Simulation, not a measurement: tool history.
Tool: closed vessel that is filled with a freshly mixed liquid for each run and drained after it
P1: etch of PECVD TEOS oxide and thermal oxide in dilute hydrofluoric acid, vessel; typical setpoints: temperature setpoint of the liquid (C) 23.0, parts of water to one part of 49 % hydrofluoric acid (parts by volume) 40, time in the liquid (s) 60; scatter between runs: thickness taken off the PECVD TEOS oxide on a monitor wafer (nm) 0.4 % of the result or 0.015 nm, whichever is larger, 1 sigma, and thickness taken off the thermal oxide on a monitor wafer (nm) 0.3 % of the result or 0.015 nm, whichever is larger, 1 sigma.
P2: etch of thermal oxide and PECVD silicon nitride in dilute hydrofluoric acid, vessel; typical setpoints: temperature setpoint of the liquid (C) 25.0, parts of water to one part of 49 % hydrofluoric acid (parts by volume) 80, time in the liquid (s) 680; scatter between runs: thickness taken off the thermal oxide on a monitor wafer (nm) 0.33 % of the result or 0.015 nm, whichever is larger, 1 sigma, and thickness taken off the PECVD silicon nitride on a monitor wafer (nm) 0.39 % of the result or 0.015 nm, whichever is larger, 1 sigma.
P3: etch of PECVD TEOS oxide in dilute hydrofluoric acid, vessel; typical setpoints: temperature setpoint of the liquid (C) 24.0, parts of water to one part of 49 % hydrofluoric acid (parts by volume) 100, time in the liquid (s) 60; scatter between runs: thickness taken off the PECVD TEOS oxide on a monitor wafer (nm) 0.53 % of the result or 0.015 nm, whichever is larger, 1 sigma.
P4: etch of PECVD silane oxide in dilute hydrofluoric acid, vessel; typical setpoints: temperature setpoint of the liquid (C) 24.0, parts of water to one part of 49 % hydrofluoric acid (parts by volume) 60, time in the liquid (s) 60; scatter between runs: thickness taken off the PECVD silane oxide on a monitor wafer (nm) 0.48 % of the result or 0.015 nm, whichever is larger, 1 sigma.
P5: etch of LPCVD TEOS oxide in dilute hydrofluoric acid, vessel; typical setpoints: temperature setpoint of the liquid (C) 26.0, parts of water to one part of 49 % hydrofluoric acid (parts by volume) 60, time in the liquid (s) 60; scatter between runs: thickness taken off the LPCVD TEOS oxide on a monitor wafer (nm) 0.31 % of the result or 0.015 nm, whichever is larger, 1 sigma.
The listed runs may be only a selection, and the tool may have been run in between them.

run   hour  process that ran  temperature setpoint of the liquid (C)  parts of water to one part of 49 % hydrofluoric acid (parts by volume)  time in the liquid (s)  thickness taken off the PECVD TEOS oxide on a monitor wafer (nm)  thickness taken off the thermal oxide on a monitor wafer (nm)  thickness taken off the LPCVD TEOS oxide on a monitor wafer (nm)  thickness taken off the PECVD silane oxide on a monitor wafer (nm)  thickness taken off the PECVD silicon nitride on a monitor wafer (nm)
  1   16.8                P1                                    23.0                                                                      40                      60                                                           21.2970                                                         7.5946
  2   28.3                P1                                    23.0                                                                      25                      60                                                           34.8320                                                        12.3620
  3   41.6                P5                                    33.0                                                                      60                      60                                                                                                                                                                                             48.514
  4   57.0                P4                                    24.0                                                                      60                      35                                                                                                                                                                                                                                                                 10.472
  5   70.0                P3                                    24.0                                                                      20                      60                                                           35.9240
  6   83.0                P5                                    26.0                                                                      60                      60                                                                                                                                                                                             36.736
  7   92.3                P1                                    23.0                                                                      40                      60                                                           21.4170                                                         7.5788
  8  106.4                P4                                    32.0                                                                      60                      60                                                                                                                                                                                                                                                                 24.385
  9  116.1                P5                                    26.0                                                                      60                      60                                                                                                                                                                                             36.803
 10  129.3                P1                                    23.0                                                                      40                      60                                                           21.3570                                                         7.5702
 11  145.2                P1                                    23.0                                                                      40                      30                                                           10.6250                                                         3.7452
 12  158.5                P5                                    26.0                                                                      60                      30                                                                                                                                                                                             18.355
 13  176.0                P1                                    23.0                                                                      60                      60                                                           13.9510                                                         4.9216
 14  185.1                P1                                    17.0                                                                      40                      60                                                           16.6100                                                         5.8821
 15  193.9                P2                                    32.5                                                                      80                     680                                                                                                                          56.2210                                                                                                                                                                                                       37.735
 16  205.9                P1                                    17.0                                                                      20                      60                                                           33.8170                                                        11.9680
 17  215.1                P4                                    24.0                                                                      60                      60                                                                                                                                                                                                                                                                 17.872
 18  228.1                P2                                    25.0                                                                      80                     680                                                                                                                          42.0450                                                                                                                                                                                                       23.422
 19  242.3                P1                                    23.0                                                                      40                      60                                                           21.3510                                                         7.5943
 20  261.1                P1                                    23.0                                                                      40                      60                                                           21.2640                                                         7.5223
 21  275.6                P5                                    26.0                                                                      90                      60                                                                                                                                                                                             23.435
 22  294.9                P4                                    24.0                                                                      85                      60                                                                                                                                                                                                                                                                 12.293
 23  305.4                P2                                    25.0                                                                     120                     680                                                                                                                          26.4880                                                                                                                                                                                                       15.637
 24  321.5                P2                                    25.0                                                                      80                    1200                                                                                                                          74.3120                                                                                                                                                                                                       40.989
 25  336.4                P1                                    23.0                                                                      65                     115                                                           24.3250                                                         8.6121
 26  349.0                P3                                    31.5                                                                     100                      60                                                            8.6774
 27  359.7                P3                                    24.0                                                                     100                      95                                                           10.3090
 28  376.0                P1                                    23.0                                                                      40                      60                                                           21.3350                                                         7.5894
 29  388.6                P1                                    23.0                                                                      40                      95                                                           33.9120                                                        11.9440
 30  402.3                P2                                    25.0                                                                      80                     680                                                                                                                          42.0280                                                                                                                                                                                                       23.417
 31  414.3                P3                                    24.0                                                                     100                      60                                                            6.4630
 32  431.3                P1                                    29.5                                                                      25                      60                                                           45.5220                                                        16.1340
 33  442.7                P1                                    28.0                                                                      40                      60                                                           26.1750                                                         9.3318
 34  461.7                P3                                    24.0                                                                     100                      60                                                            6.4842
 35  480.2                P1                                    23.0                                                                      40                      60                                                           21.4410                                                         7.5172
 36  495.2                P1                                    23.0                                                                      40                      60                                                           22.1770                                                         7.8316
 37  508.4                P1                                    23.0                                                                      40                      60                                                           22.5470                                                         7.9589
 38  523.4                P1                                    23.0                                                                      40                      60                                                           22.8610                                                         8.0688
 39  533.3                P1                                    23.0                                                                      40                      60                                                           22.7650                                                         8.1070
 40  541.9                P1                                    23.0                                                                      40                      60                                                           22.9250                                                         8.1488
 41  551.2                P1                                    23.0                                                                      40                      60                                                           23.0230                                                         8.1343
 42  561.7                P1                                    23.0                                                                      40                      60                                                           23.0090                                                         8.1628
 43  571.3                P1                                    23.0                                                                      40                      60                                                           23.0670                                                         8.1315
 44  589.0                P1                                    23.0                                                                      40                      60                                                           23.1600                                                         8.1925

P1 no longer gives what it gave before; its output has crept away from where it was. The following 2 causes, each at its listed size, fit the log equally well:
A: liquid hotter than its thermometer reads (K) = 1.89
B: hydrofluoric acid flow above the setpoint (%) = 7.74
The drift started at roughly hour 480.2.

Of the 4 check runs listed below, each run on one wafer and each result written as a question mark, which would let you distinguish the listed causes because they would give clearly different results?
check 1  606.7                P5                                    26.0                                                                      60                      60                                                                                                                                                                                                  ?
check 2  606.7                P2                                    25.0                                                                      80                     680                                                                                                                                ?                                                                                                                                                                                                            ?
check 3  606.7                P3                                    24.0                                                                     100                      60                                                                 ?
check 4  606.7                P4                                    24.0                                                                      60                      60                                                                                                                                                                                                                                                                      ?

What every check run would give for each of its results, assuming each possible cause in turn:
  check                                                                 result     if A     if B
check 1       thickness taken off the LPCVD TEOS oxide on a monitor wafer (nm)   39.624   39.828
check 2          thickness taken off the thermal oxide on a monitor wafer (nm)  45.2420  45.5760
check 2  thickness taken off the PECVD silicon nitride on a monitor wafer (nm)   26.364   25.075
check 3       thickness taken off the PECVD TEOS oxide on a monitor wafer (nm)   6.9839   7.0480
check 4     thickness taken off the PECVD silane oxide on a monitor wafer (nm)   19.340   19.410
Per check, the gap between the least separated pair of causes, taken in the result that splits them most: check 1 0.51 %; check 2 5.01 %; check 3 0.91 %; check 4 0.36 %
Only in check 2 would the causes give clearly different results; in the remaining checks their results would be nearly the same.

Running check 2 produced the following: thickness taken off the thermal oxide on a monitor wafer (nm) 45.5780; thickness taken off the PECVD silicon nitride on a monitor wafer (nm) 25.028. Which one of the listed causes fits?

It was cause B: hydrofluoric acid flow above the setpoint (%).

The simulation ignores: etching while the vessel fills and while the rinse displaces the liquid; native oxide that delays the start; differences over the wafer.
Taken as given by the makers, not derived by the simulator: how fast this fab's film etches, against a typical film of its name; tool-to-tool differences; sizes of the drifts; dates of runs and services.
